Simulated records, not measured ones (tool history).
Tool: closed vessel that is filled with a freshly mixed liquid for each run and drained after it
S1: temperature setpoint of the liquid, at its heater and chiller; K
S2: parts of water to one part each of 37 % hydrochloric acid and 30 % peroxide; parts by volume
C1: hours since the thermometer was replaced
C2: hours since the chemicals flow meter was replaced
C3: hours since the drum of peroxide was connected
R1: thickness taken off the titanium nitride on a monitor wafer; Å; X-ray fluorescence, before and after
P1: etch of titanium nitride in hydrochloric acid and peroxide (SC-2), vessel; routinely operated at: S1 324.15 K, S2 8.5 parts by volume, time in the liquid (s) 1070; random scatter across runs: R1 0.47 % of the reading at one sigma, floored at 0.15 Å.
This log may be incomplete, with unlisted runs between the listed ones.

run 1 day=0.354 | S1=324.15 S2=8.5 time_in_the_liquid_(s)=1070 | C1=1744.9 C2=1234 C3=513.1 | R1=489.8
run 2 day=0.675 | S1=324.15 S2=8.5 time_in_the_liquid_(s)=1070 | C1=1752.6 C2=1241.7 C3=520.8 | R1=486.37
run 3 day=0.962 | S1=324.15 S2=8.5 time_in_the_liquid_(s)=1070 | C1=1759.5 C2=1248.6 C3=527.7 | R1=487.82
run 4 day=1.467 | S1=339.65 S2=8.5 time_in_the_liquid_(s)=1070 | C1=1771.6 C2=1260.7 C3=539.8 | R1=1289.9
run 5 day=1.917 | S1=324.15 S2=5.5 time_in_the_liquid_(s)=340 | C1=1782.4 C2=1271.5 C3=550.6 | R1=216.92
run 6 day=2.154 | S1=324.15 S2=8.5 time_in_the_liquid_(s)=2085 | C1=1788.1 C2=1277.2 C3=556.3 | R1=953.83
run 7 day=2.475 | S1=310.65 S2=8.5 time_in_the_liquid_(s)=1070 | C1=1795.8 C2=1284.9 C3=564 | R1=191.27
run 8 day=2.929 | S1=324.15 S2=4 time_in_the_liquid_(s)=1070 | C1=1806.7 C2=1295.8 C3=574.9 | R1=853.18
run 9 day=3.308 | S1=324.15 S2=8.5 time_in_the_liquid_(s)=1070 | C1=1815.8 C2=1304.9 C3=584 | R1=483.68
run 10 day=3.792 | S1=324.15 S2=14.5 time_in_the_liquid_(s)=1070 | C1=1827.4 C2=1316.5 C3=595.6 | R1=310.05
run 11 day=4.304 | S1=324.15 S2=8.5 time_in_the_liquid_(s)=1070 | C1=1839.7 C2=1328.8 C3=607.9 | R1=484.62
run 12 day=4.55 | S1=324.15 S2=8.5 time_in_the_liquid_(s)=1070 | C1=1845.6 C2=1334.7 C3=613.8 | R1=484.35
-- day=4.617 chemicals flow meter replaced
run 13 day=4.842 | S1=324.15 S2=8.5 time_in_the_liquid_(s)=520 | C1=1852.6 C2=5.5 C3=620.8 | R1=233.88
run 14 day=5.108 | S1=317.65 S2=5.5 time_in_the_liquid_(s)=1070 | C1=1859 C2=11.9 C3=627.2 | R1=440.18
run 15 day=5.525 | S1=324.15 S2=8.5 time_in_the_liquid_(s)=1070 | C1=1869 C2=21.9 C3=637.2 | R1=484.96
run 16 day=5.875 | S1=324.15 S2=8.5 time_in_the_liquid_(s)=1070 | C1=1877.4 C2=30.3 C3=645.6 | R1=499.67
run 17 day=6.104 | S1=324.15 S2=8.5 time_in_the_liquid_(s)=1070 | C1=1882.9 C2=35.8 C3=651.1 | R1=507.12
run 18 day=6.617 | S1=324.15 S2=8.5 time_in_the_liquid_(s)=1070 | C1=1895.2 C2=48.1 C3=663.4 | R1=512.64
run 19 day=7.058 | S1=324.15 S2=8.5 time_in_the_liquid_(s)=1070 | C1=1905.8 C2=58.7 C3=674 | R1=515.33
run 20 day=7.492 | S1=324.15 S2=8.5 time_in_the_liquid_(s)=1070 | C1=1916.2 C2=69.1 C3=684.4 | R1=523.03
run 21 day=7.896 | S1=324.15 S2=8.5 time_in_the_liquid_(s)=1070 | C1=1925.9 C2=78.8 C3=694.1 | R1=524.16
run 22 day=8.408 | S1=324.15 S2=8.5 time_in_the_liquid_(s)=1070 | C1=1938.2 C2=91.1 C3=706.4 | R1=529.77
run 23 day=8.854 | S1=324.15 S2=8.5 time_in_the_liquid_(s)=1070 | C1=1948.9 C2=101.8 C3=717.1 | R1=528.83
run 24 day=9.133 | S1=324.15 S2=8.5 time_in_the_liquid_(s)=1070 | C1=1955.6 C2=108.5 C3=723.8 | R1=525.81
run 25 day=9.496 | S1=324.15 S2=8.5 time_in_the_liquid_(s)=1070 | C1=1964.3 C2=117.2 C3=732.5 | R1=531.09

What P1 gives has crept away from where it was. These 2 causes fit the log equally well, each at the size given:
A: liquid hotter than its thermometer reads (K) = 1.22
B: chemicals flow above the setpoint (%) = 10.6
The creep began at about day 5.525.
Ruled out, with reasons:
peroxide weaker than its label (%): at its largest 8, which would move R1 by -7.3 %, too little to match the creep or of the wrong sign

Below are 4 check runs, each averaged over 3 wafers, with their results shown as question marks. Which of them would give clearly different results depending on which cause is behind the drift?
run check 1 day=9.858 | S1=324.15 S2=8.5 time_in_the_liquid_(s)=1970 | R1=?
run check 2 day=9.858 | S1=324.15 S2=11.5 time_in_the_liquid_(s)=1985 | R1=?
run check 3 day=9.858 | S1=316.15 S2=8.5 time_in_the_liquid_(s)=1070 | R1=?
run check 4 day=9.858 | S1=313.65 S2=4 time_in_the_liquid_(s)=1070 | R1=?

What each check would give under each cause:
check=check_1 result=R1 if_A=970.98 if_B=971.22
check=check_2 result=R1 if_A=760.95 if_B=764.47
check=check_3 result=R1 if_A=307.51 if_B=306.32
check=check_4 result=R1 if_A=452.11 if_B=443.14
Minimum pairwise separation of causes per check, each pair taken at its best-separating result: check 1 0.03 %; check 2 0.46 %; check 3 0.39 %; check 4 2.01 %
The causes can be told apart only by check 4. The other checks would give nearly the same results under each of them.

Here is what check 4 returned: R1 442.19 Å. Which cause is it?

The cause is B: chemicals flow above the setpoint (%).

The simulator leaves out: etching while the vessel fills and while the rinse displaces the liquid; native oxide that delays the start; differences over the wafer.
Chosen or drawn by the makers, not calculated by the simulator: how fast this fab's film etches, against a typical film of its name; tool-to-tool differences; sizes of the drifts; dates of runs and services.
